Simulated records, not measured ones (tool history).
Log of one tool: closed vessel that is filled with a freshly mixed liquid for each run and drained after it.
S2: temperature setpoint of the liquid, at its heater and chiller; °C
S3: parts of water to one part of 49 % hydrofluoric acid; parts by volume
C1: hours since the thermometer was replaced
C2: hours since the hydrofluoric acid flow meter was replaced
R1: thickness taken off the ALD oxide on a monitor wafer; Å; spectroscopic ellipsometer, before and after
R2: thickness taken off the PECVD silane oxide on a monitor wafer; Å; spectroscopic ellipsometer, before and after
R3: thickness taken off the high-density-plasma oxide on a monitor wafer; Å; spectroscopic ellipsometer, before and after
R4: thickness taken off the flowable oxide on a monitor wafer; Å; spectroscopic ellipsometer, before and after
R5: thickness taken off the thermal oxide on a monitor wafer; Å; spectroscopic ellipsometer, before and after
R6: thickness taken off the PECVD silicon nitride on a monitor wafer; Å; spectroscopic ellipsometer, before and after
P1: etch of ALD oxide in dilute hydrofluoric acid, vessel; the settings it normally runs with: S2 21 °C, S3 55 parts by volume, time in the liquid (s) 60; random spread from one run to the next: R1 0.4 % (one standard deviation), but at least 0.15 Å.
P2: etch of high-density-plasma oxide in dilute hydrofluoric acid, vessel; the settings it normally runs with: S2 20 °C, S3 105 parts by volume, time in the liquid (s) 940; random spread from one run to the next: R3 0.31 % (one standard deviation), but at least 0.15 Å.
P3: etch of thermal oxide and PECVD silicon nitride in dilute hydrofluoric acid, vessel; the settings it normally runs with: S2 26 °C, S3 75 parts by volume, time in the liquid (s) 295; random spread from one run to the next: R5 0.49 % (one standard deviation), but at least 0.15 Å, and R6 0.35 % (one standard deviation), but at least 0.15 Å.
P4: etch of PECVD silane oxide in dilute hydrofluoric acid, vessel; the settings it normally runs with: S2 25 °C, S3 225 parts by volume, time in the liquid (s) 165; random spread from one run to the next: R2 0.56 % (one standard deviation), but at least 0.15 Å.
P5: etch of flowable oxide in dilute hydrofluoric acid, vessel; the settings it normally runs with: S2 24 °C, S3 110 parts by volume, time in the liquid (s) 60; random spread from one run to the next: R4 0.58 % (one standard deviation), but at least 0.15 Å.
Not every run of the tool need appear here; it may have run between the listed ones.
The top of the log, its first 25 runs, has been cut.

Run 26, hour 149.3: process that ran P4, S2 25 °C, S3 225 parts by volume, time in the liquid (s) 165; C1 866.8; C2 988.7. Result: R2 293.67 Å.
Run 27, hour 153.2: process that ran P5, S2 18 °C, S3 110 parts by volume, time in the liquid (s) 60; C1 870.7; C2 992.6. Result: R4 183.69 Å.
Run 28, hour 160.7: process that ran P1, S2 17 °C, S3 55 parts by volume, time in the liquid (s) 30; C1 878.2; C2 1000.1. Result: R1 142.13 Å.
Run 29, hour 164.6: process that ran P1, S2 21 °C, S3 55 parts by volume, time in the liquid (s) 60; C1 882.1; C2 1004. Result: R1 338.05 Å.
Run 30, hour 170.8: process that ran P3, S2 18.5 °C, S3 75 parts by volume, time in the liquid (s) 295; C1 888.3; C2 1010.2. Result: R5 164.8 Å, R6 98.403 Å.
Run 31, hour 176.2: process that ran P1, S2 21 °C, S3 55 parts by volume, time in the liquid (s) 60; C1 893.7; C2 1015.6. Result: R1 340.34 Å.
Run 32, hour 181.7: process that ran P1, S2 21 °C, S3 55 parts by volume, time in the liquid (s) 60; C1 899.2; C2 1021.1. Result: R1 349.04 Å.
Run 33, hour 189.3: process that ran P1, S2 21 °C, S3 55 parts by volume, time in the liquid (s) 60; C1 906.8; C2 1028.7. Result: R1 356.03 Å.
Run 34, hour 196.1: process that ran P1, S2 21 °C, S3 55 parts by volume, time in the liquid (s) 60; C1 913.6; C2 1035.5. Result: R1 358.37 Å.
Run 35, hour 202.2: process that ran P1, S2 21 °C, S3 55 parts by volume, time in the liquid (s) 60; C1 919.7; C2 1041.6. Result: R1 363.06 Å.
Run 36, hour 206.9: process that ran P1, S2 21 °C, S3 55 parts by volume, time in the liquid (s) 60; C1 924.4; C2 1046.3. Result: R1 364.48 Å.
Run 37, hour 212.3: process that ran P1, S2 21 °C, S3 55 parts by volume, time in the liquid (s) 60; C1 929.8; C2 1051.7. Result: R1 363.42 Å.
Run 38, hour 216.1: process that ran P1, S2 21 °C, S3 55 parts by volume, time in the liquid (s) 60; C1 933.6; C2 1055.5. Result: R1 366.88 Å.
Run 39, hour 222.7: process that ran P1, S2 21 °C, S3 55 parts by volume, time in the liquid (s) 60; C1 940.2; C2 1062.1. Result: R1 368.49 Å.
Run 40, hour 228.7: process that ran P1, S2 21 °C, S3 55 parts by volume, time in the liquid (s) 60; C1 946.2; C2 1068.1. Result: R1 363.07 Å.

Predict the results of run 41:
Run 41, hour 235.3: process that ran P1, S2 21 °C, S3 55 parts by volume, time in the liquid (s) 60; C1 952.8; C2 1074.7. Result: R1 ?.

Logged for run 41: R1 368.19 Å.

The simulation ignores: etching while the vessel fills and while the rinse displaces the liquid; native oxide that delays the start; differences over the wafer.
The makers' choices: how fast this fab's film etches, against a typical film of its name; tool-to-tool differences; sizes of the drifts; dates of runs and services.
